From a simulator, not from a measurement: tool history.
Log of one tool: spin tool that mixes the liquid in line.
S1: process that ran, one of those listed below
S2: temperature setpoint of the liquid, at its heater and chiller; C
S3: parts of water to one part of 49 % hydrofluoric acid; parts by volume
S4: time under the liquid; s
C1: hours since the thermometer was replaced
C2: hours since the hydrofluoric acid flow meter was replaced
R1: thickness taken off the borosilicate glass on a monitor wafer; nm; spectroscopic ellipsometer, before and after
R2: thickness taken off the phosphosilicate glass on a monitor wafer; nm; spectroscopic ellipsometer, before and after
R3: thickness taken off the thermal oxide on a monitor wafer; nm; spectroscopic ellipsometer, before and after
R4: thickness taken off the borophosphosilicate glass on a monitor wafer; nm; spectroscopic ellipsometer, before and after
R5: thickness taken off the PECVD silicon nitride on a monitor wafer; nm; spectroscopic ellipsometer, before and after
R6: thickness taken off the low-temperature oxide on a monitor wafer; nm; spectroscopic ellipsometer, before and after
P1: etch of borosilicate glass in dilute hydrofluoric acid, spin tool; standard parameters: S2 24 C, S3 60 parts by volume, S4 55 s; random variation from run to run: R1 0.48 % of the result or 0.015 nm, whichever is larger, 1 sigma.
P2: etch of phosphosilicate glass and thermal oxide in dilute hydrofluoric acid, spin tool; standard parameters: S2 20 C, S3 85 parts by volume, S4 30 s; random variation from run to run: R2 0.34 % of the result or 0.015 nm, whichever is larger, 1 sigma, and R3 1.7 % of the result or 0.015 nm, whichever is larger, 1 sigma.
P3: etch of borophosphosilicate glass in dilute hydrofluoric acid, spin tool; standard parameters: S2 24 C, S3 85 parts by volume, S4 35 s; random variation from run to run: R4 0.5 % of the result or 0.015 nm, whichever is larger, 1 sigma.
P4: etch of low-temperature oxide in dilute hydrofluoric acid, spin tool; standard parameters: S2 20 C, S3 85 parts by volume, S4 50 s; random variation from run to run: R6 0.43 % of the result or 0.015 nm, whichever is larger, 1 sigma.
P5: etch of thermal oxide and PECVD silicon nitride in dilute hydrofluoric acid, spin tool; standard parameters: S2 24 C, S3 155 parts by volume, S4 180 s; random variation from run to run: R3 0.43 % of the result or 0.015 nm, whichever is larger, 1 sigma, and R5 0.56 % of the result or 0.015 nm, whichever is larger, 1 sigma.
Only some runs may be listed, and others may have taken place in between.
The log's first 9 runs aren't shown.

{"run": 10, "day": 1.383, "S1": "P1", "S2": 24, "S3": 60, "S4": 55, "C1": 672.9, "C2": 262.9, "R1": 34.747}
{"run": 11, "day": 1.483, "S1": "P4", "S2": 27, "S3": 85, "S4": 50, "C1": 675.3, "C2": 265.3, "R6": 7.1712}
{"run": 12, "day": 1.579, "S1": "P3", "S2": 24, "S3": 85, "S4": 15, "C1": 677.6, "C2": 267.6, "R4": 14.56}
{"run": 13, "day": 1.792, "S1": "P5", "S2": 24, "S3": 155, "S4": 180, "C1": 682.7, "C2": 272.7, "R3": 5.2293, "R5": 4.3868}
{"run": 14, "day": 1.988, "S1": "P3", "S2": 18, "S3": 85, "S4": 35, "C1": 687.4, "C2": 277.4, "R4": 26.551}
{"run": 15, "day": 2.171, "S1": "P1", "S2": 24, "S3": 20, "S4": 55, "C1": 691.8, "C2": 281.8, "R1": 110.29}
{"run": 16, "day": 2.283, "S1": "P1", "S2": 24, "S3": 60, "S4": 90, "C1": 694.5, "C2": 284.5, "R1": 56.944}
{"run": 17, "day": 2.4, "S1": "P4", "S2": 20, "S3": 85, "S4": 50, "C1": 697.3, "C2": 287.3, "R6": 5.4224}
{"run": 18, "day": 2.567, "S1": "P4", "S2": 20, "S3": 85, "S4": 25, "C1": 701.3, "C2": 291.3, "R6": 2.6896}
{"run": 19, "day": 2.754, "S1": "P1", "S2": 29.5, "S3": 60, "S4": 55, "C1": 705.8, "C2": 295.8, "R1": 43.293}
{"run": 20, "day": 2.942, "S1": "P2", "S2": 20, "S3": 85, "S4": 55, "C1": 710.3, "C2": 300.3, "R2": 56.504, "R3": 2.3766}
{"run": 21, "day": 3.1, "S1": "P1", "S2": 24, "S3": 110, "S4": 55, "C1": 714.1, "C2": 304.1, "R1": 17.86}
{"run": 22, "day": 3.258, "S1": "P1", "S2": 20.5, "S3": 80, "S4": 55, "C1": 717.9, "C2": 307.9, "R1": 21.932}
{"day": 3.308, "done": "thermometer replaced"}
{"run": 23, "day": 3.458, "S1": "P1", "S2": 17.5, "S3": 60, "S4": 55, "C1": 3.7, "C2": 312.7, "R1": 26.685}
{"run": 24, "day": 3.571, "S1": "P3", "S2": 24, "S3": 85, "S4": 35, "C1": 6.4, "C2": 315.4, "R4": 34.182}
{"run": 25, "day": 3.733, "S1": "P5", "S2": 24, "S3": 155, "S4": 180, "C1": 10.3, "C2": 319.3, "R3": 5.2924, "R5": 4.4132}
{"run": 26, "day": 3.883, "S1": "P2", "S2": 20, "S3": 35, "S4": 30, "C1": 13.9, "C2": 322.9, "R2": 79.215, "R3": 3.4802}
{"run": 27, "day": 4.079, "S1": "P5", "S2": 17, "S3": 155, "S4": 180, "C1": 18.6, "C2": 327.6, "R3": 3.9935, "R5": 2.7413}
{"run": 28, "day": 4.204, "S1": "P4", "S2": 20, "S3": 25, "S4": 50, "C1": 21.6, "C2": 330.6, "R6": 19.961}
{"run": 29, "day": 4.3, "S1": "P5", "S2": 24, "S3": 155, "S4": 55, "C1": 23.9, "C2": 332.9, "R3": 1.6185, "R5": 1.3361}
{"run": 30, "day": 4.504, "S1": "P1", "S2": 24, "S3": 30, "S4": 90, "C1": 28.8, "C2": 337.8, "R1": 119.55}
{"run": 31, "day": 4.629, "S1": "P1", "S2": 24, "S3": 60, "S4": 55, "C1": 31.8, "C2": 340.8, "R1": 34.917}
{"run": 32, "day": 4.771, "S1": "P1", "S2": 24, "S3": 60, "S4": 55, "C1": 35.2, "C2": 344.2, "R1": 34.301}
{"run": 33, "day": 4.912, "S1": "P1", "S2": 24, "S3": 60, "S4": 55, "C1": 38.6, "C2": 347.6, "R1": 33.647}

Forecast run 34:
{"run": 34, "day": 5.021, "S1": "P1", "S2": 24, "S3": 60, "S4": 55, "C1": 41.2, "C2": 350.2, "R1": "?"}

{"run 34": {"R1": 33.384}}
